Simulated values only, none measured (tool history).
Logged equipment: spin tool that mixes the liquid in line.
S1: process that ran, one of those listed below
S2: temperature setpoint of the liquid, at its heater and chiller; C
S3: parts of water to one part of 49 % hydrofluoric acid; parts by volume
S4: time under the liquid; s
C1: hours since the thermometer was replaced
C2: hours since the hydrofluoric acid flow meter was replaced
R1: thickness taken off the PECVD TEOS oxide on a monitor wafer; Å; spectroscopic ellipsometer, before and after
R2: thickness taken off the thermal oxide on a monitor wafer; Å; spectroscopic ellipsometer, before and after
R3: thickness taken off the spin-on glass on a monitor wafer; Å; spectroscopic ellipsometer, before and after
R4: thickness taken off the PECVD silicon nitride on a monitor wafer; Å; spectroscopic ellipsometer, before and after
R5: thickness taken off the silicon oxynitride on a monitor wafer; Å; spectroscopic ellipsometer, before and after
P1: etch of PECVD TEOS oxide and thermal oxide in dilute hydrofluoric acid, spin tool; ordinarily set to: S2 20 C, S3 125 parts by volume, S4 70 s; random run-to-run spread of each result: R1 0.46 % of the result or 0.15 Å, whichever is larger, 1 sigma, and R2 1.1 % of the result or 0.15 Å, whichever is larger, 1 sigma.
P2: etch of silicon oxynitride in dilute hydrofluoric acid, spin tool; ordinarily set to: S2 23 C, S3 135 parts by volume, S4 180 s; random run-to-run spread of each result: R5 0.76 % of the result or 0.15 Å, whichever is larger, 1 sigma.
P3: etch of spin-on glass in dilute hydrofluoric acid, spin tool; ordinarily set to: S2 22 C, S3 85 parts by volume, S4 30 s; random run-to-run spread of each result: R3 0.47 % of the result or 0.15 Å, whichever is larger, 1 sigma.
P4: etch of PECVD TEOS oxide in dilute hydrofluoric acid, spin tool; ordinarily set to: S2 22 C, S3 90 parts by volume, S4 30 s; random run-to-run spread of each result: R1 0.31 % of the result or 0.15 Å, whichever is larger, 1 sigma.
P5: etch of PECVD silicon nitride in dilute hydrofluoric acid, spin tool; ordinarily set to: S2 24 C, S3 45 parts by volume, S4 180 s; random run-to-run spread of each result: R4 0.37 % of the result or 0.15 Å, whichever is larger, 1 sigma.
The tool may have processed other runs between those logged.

run   hour  S1  S2   S3   S4      C1     C2       R1       R2       R3       R4       R5
  1    8.7  P1  20  125   70   611.9  235.3   61.281  20.3510
  2   21.6  P4  22   90   30   624.8  248.2   73.805
  3   32.6  P3  22   85   30   635.8  259.2                    117.390
  4   41.6  P5  24   45  180   644.8  268.2                              65.655
  5   53.9  P3  17   85   30   657.1  280.5                     95.279
  6   65.5  P1  20   45   40   668.7  292.1  106.600  35.7480
  7   82.5  P1  28  125   70   685.7  309.1   84.359  27.7610
  8   97.8  P4  22   90   55   701.0  324.4  133.930
  9  115.0  P1  20  125   70   718.2  341.6   61.432  20.1940
 10  128.6  P1  20  125   25   731.8  355.2   21.902   7.3420
 11  138.3  P5  24   20  180   741.5  364.9                             143.540
 12  149.7  P1  20  190   40   752.9  376.3   21.835   7.1931
 13  167.6  P1  20  125   70   770.8  394.2   61.644  20.7030
 14  176.8  P2  23  135  180   780.0  403.4                                      28.9460
 15  193.9  P2  23  235  180   797.1  420.5                                      15.4810
 16  203.2  P3  22   85   15   806.4  429.8                     59.225
 17  211.1  P1  20  185   70   814.3  437.7   39.039  13.0720
 18  226.3  P1  20  125   70   829.5  452.9   61.539  19.9440
 19  237.5  P2  23  135   35   840.7  464.1                                       5.5319
 20  248.0  P2  17  135  180   851.2  474.6                                      21.9450
 21  259.0  P4  22   30   30   862.2  485.6  236.730
 22  276.3  P1  20  125   70   879.5  502.9   61.810  20.2660
 23  284.2  P5  24   45  350   887.4  510.8                             128.040
 24  300.4  P1  17  125   70   903.6  527.0   54.863  18.0370
 25  314.8  P1  20  125   70   918.0  541.4   62.047  20.4390
 26  324.3  P3  22   45   30   927.5  550.9                    235.120
 27  334.7  P3  22   85   30   937.9  561.3                    116.890
 28  345.9  P4  17   90   30   949.1  572.5   59.774
 29  354.4  P5  32   45  180   957.6  581.0                             110.890
 30  362.9  P1  20  195  105   966.1  589.5   55.196  18.4530
 31  378.1  P1  20  125   70   981.3  604.7   61.717  20.2430
 32  387.4  P1  20   50   70   990.6  614.0  168.270  55.7540
 33  395.7  P1  20  125  110   998.9  622.3   96.312  31.8910
 34  408.6  P1  20  125   70  1011.8  635.2   61.778  20.1390
 35  421.0  P1  20  125   70  1024.2  647.6   60.634  19.7430
 36  432.6  P1  20  125   70  1035.8  659.2   59.159  19.2900
 37  443.2  P1  20  125   70  1046.4  669.8   58.624  19.0520
 38  453.0  P1  20  125   70  1056.2  679.6   58.033  19.2430
 39  469.5  P1  20  125   70  1072.7  696.1   57.468  18.8620
 40  484.5  P1  20  125   70  1087.7  711.1   57.390  18.8630
 41  499.6  P1  20  125   70  1102.8  726.2   57.279  18.4980
 42  510.4  P1  20  125   70  1113.6  737.0   57.338  18.8570
 43  520.7  P1  20  125   70  1123.9  747.3   57.127  18.7720
 44  535.4  P1  20  125   70  1138.6  762.0   56.743  18.9050
 45  546.0  P1  20  125   70  1149.2  772.6   57.065  19.0040

The output of P1 has drifted from where it used to be. Each of the 2 causes below, taken at the size shown beside it, accounts for the log equally well:
A: hydrofluoric acid flow below the setpoint (%) = 6.67
B: liquid colder than its thermometer reads (K) = 1.93
The creep began at about hour 408.6.

Listed below are the offered check runs, one wafer per run, with question marks in place of results. For which of them would the causes give clearly different outcomes?
check 1  556.6  P4  17   90   40           ?
check 2  556.6  P2  23  230  180                           ?
check 3  556.6  P5  31   20  180                       ?
check 4  556.6  P3  17   50   30                   ?

How each check would come out, cause by cause:
  check  result     if A     if B
check 1      R1   73.683   73.182
check 2      R5  14.7190  14.6320
check 3      R4  215.040  202.410
check 4      R3  157.760  155.930
Minimum pairwise separation of causes per check, each pair taken at its best-separating result: check 1 0.68 %; check 2 0.6 %; check 3 6.06 %; check 4 1.16 %
Check 3 distinguishes between the causes, while the remaining checks would return nearly the same result for all of them.

Check 3 has now been run. It gave: R4 202.700 Å. Which of the candidate causes is it?

It is B: liquid colder than its thermometer reads (K).

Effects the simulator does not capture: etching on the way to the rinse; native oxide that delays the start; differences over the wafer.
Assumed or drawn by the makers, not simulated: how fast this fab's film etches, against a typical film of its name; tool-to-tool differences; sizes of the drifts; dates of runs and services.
